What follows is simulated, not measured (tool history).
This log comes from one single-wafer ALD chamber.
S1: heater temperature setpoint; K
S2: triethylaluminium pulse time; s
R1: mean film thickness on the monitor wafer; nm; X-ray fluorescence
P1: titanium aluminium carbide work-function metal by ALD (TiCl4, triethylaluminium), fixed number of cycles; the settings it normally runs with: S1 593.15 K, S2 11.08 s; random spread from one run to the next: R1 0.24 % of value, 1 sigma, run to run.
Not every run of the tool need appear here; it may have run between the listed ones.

run 1 hour=13.1 | S1=593.15 S2=11.08 | R1=2.1914
run 2 hour=23.9 | S1=580.15 S2=11.08 | R1=2.0742
run 3 hour=34.0 | S1=593.15 S2=6.50 | R1=2.0090
run 4 hour=41.0 | S1=593.15 S2=11.08 | R1=2.1868
run 5 hour=51.5 | S1=593.15 S2=11.08 | R1=2.1999
run 6 hour=57.6 | S1=593.15 S2=15.84 | R1=2.2362
run 7 hour=64.8 | S1=593.15 S2=11.08 | R1=2.2030
run 8 hour=76.1 | S1=610.15 S2=17.48 | R1=2.3963
run 9 hour=85.6 | S1=593.15 S2=11.08 | R1=2.2066
run 10 hour=96.9 | S1=617.15 S2=11.08 | R1=2.4162
run 11 hour=108.2 | S1=593.15 S2=11.08 | R1=2.1969
run 12 hour=121.1 | S1=593.15 S2=11.08 | R1=2.1780
run 13 hour=132.6 | S1=593.15 S2=11.08 | R1=2.1808
run 14 hour=141.9 | S1=593.15 S2=11.08 | R1=2.1625
run 15 hour=151.9 | S1=593.15 S2=11.08 | R1=2.1630
run 16 hour=163.5 | S1=593.15 S2=11.08 | R1=2.1624
run 17 hour=171.9 | S1=593.15 S2=11.08 | R1=2.1567
run 18 hour=179.1 | S1=593.15 S2=11.08 | R1=2.1591
run 19 hour=186.8 | S1=593.15 S2=11.08 | R1=2.1561

The output of P1 has drifted from where it used to be. Each of the 2 causes below, taken at the size shown beside it, accounts for the log equally well:
A: wafer temperature below the value expected at the setpoint (K) = 4.58
B: triethylaluminium dose below that of a fresh bottle (%) = 15.8
The gradual shift began around hour 108.2.

Listed below are the offered check runs, one wafer per run, with question marks in place of results. For which of them would the causes give clearly different outcomes?
run check 1 hour=194.5 | S1=615.15 S2=11.08 | R1=?
run check 2 hour=194.5 | S1=606.15 S2=6.90 | R1=?
run check 3 hour=194.5 | S1=616.15 S2=11.08 | R1=?
run check 4 hour=194.5 | S1=613.15 S2=11.08 | R1=?

Expected result of each check under each candidate cause:
check=check_1 result=R1 if_A=2.3537 if_B=2.3506
check=check_2 result=R1 if_A=2.1085 if_B=2.0467
check=check_3 result=R1 if_A=2.3627 if_B=2.3594
check=check_4 result=R1 if_A=2.3357 if_B=2.3328
Gap, in per cent, between the two causes that each check separates least, read from the result that separates them most: check 1 0.13 %; check 2 2.98 %; check 3 0.14 %; check 4 0.12 %
Check 2 tells the causes apart: in the others they would give nearly the same result.

Check 2 was then run and gave: R1 2.0427 nm. Which cause is it?

Of the candidate causes, it is B: triethylaluminium dose below that of a fresh bottle (%).
